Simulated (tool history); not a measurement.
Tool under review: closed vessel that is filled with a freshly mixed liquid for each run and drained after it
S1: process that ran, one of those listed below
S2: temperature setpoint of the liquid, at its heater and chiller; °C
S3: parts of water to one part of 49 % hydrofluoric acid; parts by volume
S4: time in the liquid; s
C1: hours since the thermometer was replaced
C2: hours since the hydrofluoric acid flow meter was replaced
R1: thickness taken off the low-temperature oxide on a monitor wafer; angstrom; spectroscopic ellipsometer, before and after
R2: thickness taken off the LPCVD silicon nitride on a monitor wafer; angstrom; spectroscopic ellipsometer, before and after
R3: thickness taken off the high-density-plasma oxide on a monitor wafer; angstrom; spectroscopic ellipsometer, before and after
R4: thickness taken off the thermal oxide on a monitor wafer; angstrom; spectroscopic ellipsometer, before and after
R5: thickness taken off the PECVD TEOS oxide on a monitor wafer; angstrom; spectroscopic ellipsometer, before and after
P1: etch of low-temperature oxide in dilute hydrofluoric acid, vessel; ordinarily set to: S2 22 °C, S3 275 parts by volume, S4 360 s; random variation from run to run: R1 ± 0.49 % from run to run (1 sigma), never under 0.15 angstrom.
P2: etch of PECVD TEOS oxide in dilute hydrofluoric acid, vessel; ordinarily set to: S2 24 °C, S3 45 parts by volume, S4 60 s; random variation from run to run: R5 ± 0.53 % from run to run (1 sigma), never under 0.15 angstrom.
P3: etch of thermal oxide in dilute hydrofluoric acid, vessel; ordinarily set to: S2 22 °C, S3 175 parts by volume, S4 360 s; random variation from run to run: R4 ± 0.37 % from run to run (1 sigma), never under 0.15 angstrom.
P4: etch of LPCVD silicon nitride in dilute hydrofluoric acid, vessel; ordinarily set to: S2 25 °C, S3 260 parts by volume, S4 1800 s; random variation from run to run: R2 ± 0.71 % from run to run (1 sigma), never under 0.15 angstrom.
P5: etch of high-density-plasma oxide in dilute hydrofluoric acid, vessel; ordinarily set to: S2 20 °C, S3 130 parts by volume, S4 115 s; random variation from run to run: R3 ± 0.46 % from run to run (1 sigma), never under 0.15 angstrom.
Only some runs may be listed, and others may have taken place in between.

{"run": 1, "hour": 5.5, "S1": "P1", "S2": 22, "S3": 275, "S4": 360, "C1": 824.6, "C2": 207.2, "R1": 172.51}
{"run": 2, "hour": 10.7, "S1": "P1", "S2": 27, "S3": 275, "S4": 360, "C1": 829.8, "C2": 212.4, "R1": 204.47}
{"run": 3, "hour": 14.9, "S1": "P4", "S2": 25, "S3": 260, "S4": 1800, "C1": 834.0, "C2": 216.6, "R2": 37.187}
{"run": 4, "hour": 17.6, "S1": "P5", "S2": 17, "S3": 130, "S4": 115, "C1": 836.7, "C2": 219.3, "R3": 56.69}
{"run": 5, "hour": 22.2, "S1": "P1", "S2": 22, "S3": 275, "S4": 690, "C1": 841.3, "C2": 223.9, "R1": 330.35}
{"run": 6, "hour": 25.1, "S1": "P5", "S2": 20, "S3": 130, "S4": 115, "C1": 844.2, "C2": 226.8, "R3": 63.715}
{"run": 7, "hour": 30.7, "S1": "P1", "S2": 22, "S3": 510, "S4": 360, "C1": 849.8, "C2": 232.4, "R1": 75.601}
{"run": 8, "hour": 34.5, "S1": "P5", "S2": 20, "S3": 130, "S4": 30, "C1": 853.6, "C2": 236.2, "R3": 16.695}
{"run": 9, "hour": 38.9, "S1": "P3", "S2": 22, "S3": 255, "S4": 360, "C1": 858.0, "C2": 240.6, "R4": 55.046}
{"run": 10, "hour": 41.6, "S1": "P3", "S2": 17, "S3": 175, "S4": 360, "C1": 860.7, "C2": 243.3, "R4": 71.169}
{"run": 11, "hour": 47.0, "S1": "P1", "S2": 22, "S3": 80, "S4": 160, "C1": 866.1, "C2": 248.7, "R1": 323.1}
{"run": 12, "hour": 51.4, "S1": "P1", "S2": 17, "S3": 275, "S4": 360, "C1": 870.5, "C2": 253.1, "R1": 144.58}
{"run": 13, "hour": 56.5, "S1": "P1", "S2": 22, "S3": 275, "S4": 70, "C1": 875.6, "C2": 258.2, "R1": 33.425}
{"run": 14, "hour": 60.9, "S1": "P2", "S2": 24, "S3": 80, "S4": 60, "C1": 880.0, "C2": 262.6, "R5": 159.4}
{"run": 15, "hour": 65.6, "S1": "P1", "S2": 22, "S3": 275, "S4": 360, "C1": 884.7, "C2": 267.3, "R1": 171.17}
{"run": 16, "hour": 68.7, "S1": "P4", "S2": 29, "S3": 260, "S4": 1800, "C1": 887.8, "C2": 270.4, "R2": 47.315}
{"run": 17, "hour": 72.9, "S1": "P3", "S2": 22, "S3": 175, "S4": 360, "C1": 892.0, "C2": 274.6, "R4": 86.771}
{"run": 18, "hour": 75.9, "S1": "P1", "S2": 22, "S3": 275, "S4": 360, "C1": 895.0, "C2": 277.6, "R1": 171.44}
{"run": 19, "hour": 79.9, "S1": "P2", "S2": 24, "S3": 45, "S4": 60, "C1": 899.0, "C2": 281.6, "R5": 294.3}
{"run": 20, "hour": 82.7, "S1": "P2", "S2": 32, "S3": 45, "S4": 60, "C1": 901.8, "C2": 284.4, "R5": 404.38}
{"run": 21, "hour": 86.7, "S1": "P2", "S2": 24, "S3": 45, "S4": 30, "C1": 905.8, "C2": 288.4, "R5": 147.05}
{"run": 22, "hour": 90.0, "S1": "P1", "S2": 22, "S3": 275, "S4": 360, "C1": 909.1, "C2": 291.7, "R1": 171.9}
{"run": 23, "hour": 95.2, "S1": "P5", "S2": 20, "S3": 130, "S4": 115, "C1": 914.3, "C2": 296.9, "R3": 64.086}
{"run": 24, "hour": 97.9, "S1": "P5", "S2": 20, "S3": 240, "S4": 115, "C1": 917.0, "C2": 299.6, "R3": 30.968}
{"run": 25, "hour": 102.0, "S1": "P4", "S2": 25, "S3": 260, "S4": 3345, "C1": 921.1, "C2": 303.7, "R2": 69.34}
{"run": 26, "hour": 105.6, "S1": "P1", "S2": 22, "S3": 105, "S4": 360, "C1": 924.7, "C2": 307.3, "R1": 535.77}
{"run": 27, "hour": 110.0, "S1": "P4", "S2": 25, "S3": 165, "S4": 1800, "C1": 929.1, "C2": 311.7, "R2": 57.79}
{"run": 28, "hour": 114.1, "S1": "P3", "S2": 22, "S3": 175, "S4": 30, "C1": 933.2, "C2": 315.8, "R4": 7.3867}
{"run": 29, "hour": 117.6, "S1": "P2", "S2": 24, "S3": 45, "S4": 60, "C1": 936.7, "C2": 319.3, "R5": 298.75}
{"run": 30, "hour": 121.9, "S1": "P1", "S2": 22, "S3": 275, "S4": 360, "C1": 941.0, "C2": 323.6, "R1": 170.86}
{"run": 31, "hour": 126.2, "S1": "P1", "S2": 22, "S3": 275, "S4": 360, "C1": 945.3, "C2": 327.9, "R1": 174.97}
{"run": 32, "hour": 129.9, "S1": "P1", "S2": 22, "S3": 275, "S4": 360, "C1": 949.0, "C2": 331.6, "R1": 178.76}
{"run": 33, "hour": 133.4, "S1": "P1", "S2": 22, "S3": 275, "S4": 360, "C1": 952.5, "C2": 335.1, "R1": 178.59}
{"run": 34, "hour": 136.3, "S1": "P1", "S2": 22, "S3": 275, "S4": 360, "C1": 955.4, "C2": 338.0, "R1": 178.06}
{"run": 35, "hour": 139.1, "S1": "P1", "S2": 22, "S3": 275, "S4": 360, "C1": 958.2, "C2": 340.8, "R1": 180.26}
{"run": 36, "hour": 142.7, "S1": "P1", "S2": 22, "S3": 275, "S4": 360, "C1": 961.8, "C2": 344.4, "R1": 182.12}
{"run": 37, "hour": 147.9, "S1": "P1", "S2": 22, "S3": 275, "S4": 360, "C1": 967.0, "C2": 349.6, "R1": 181.73}
{"run": 38, "hour": 151.9, "S1": "P1", "S2": 22, "S3": 275, "S4": 360, "C1": 971.0, "C2": 353.6, "R1": 182.18}
{"run": 39, "hour": 154.7, "S1": "P1", "S2": 22, "S3": 275, "S4": 360, "C1": 973.8, "C2": 356.4, "R1": 182.92}

The output of P1 has drifted from where it used to be. Each of the 2 causes below, taken at the size shown beside it, accounts for the log equally well:
A: liquid hotter than its thermometer reads (K) = 1.42
B: hydrofluoric acid flow above the setpoint (%) = 4.1
The process output started creeping at around hour 121.9.

You are offered 4 check runs, listed below with question marks in place of their results; each one averages 2 wafers. Which run separates the listed causes by giving clearly different results for each?
{"run": "check 1", "hour": 157.5, "S1": "P5", "S2": 17.0, "S3": 130, "S4": 30, "R3": "?"}
{"run": "check 2", "hour": 157.5, "S1": "P2", "S2": 31.5, "S3": 75, "S4": 60, "R5": "?"}
{"run": "check 3", "hour": 157.5, "S1": "P3", "S2": 22.0, "S3": 175, "S4": 175, "R4": "?"}
{"run": "check 4", "hour": 157.5, "S1": "P4", "S2": 25.0, "S3": 260, "S4": 2675, "R2": "?"}

What every check run would give for each of its results, assuming each possible cause in turn:
check=check_1 result=R3 if_A=15.643 if_B=15.438
check=check_2 result=R5 if_A=242.18 if_B=240.07
check=check_3 result=R4 if_A=44.5390 if_B=44.2460
check=check_4 result=R2 if_A=59.833 if_B=57.122
Separation of the two closest causes in each check, using whichever result separates them best: check 1 1.32 %; check 2 0.88 %; check 3 0.66 %; check 4 4.64 %
Only in check 4 would the causes give clearly different results; in the remaining checks their results would be nearly the same.

Check 4 was carried out, with these results: R2 57.009 angstrom. Which of the listed causes is responsible?

Of the candidate causes, it is B: hydrofluoric acid flow above the setpoint (%).

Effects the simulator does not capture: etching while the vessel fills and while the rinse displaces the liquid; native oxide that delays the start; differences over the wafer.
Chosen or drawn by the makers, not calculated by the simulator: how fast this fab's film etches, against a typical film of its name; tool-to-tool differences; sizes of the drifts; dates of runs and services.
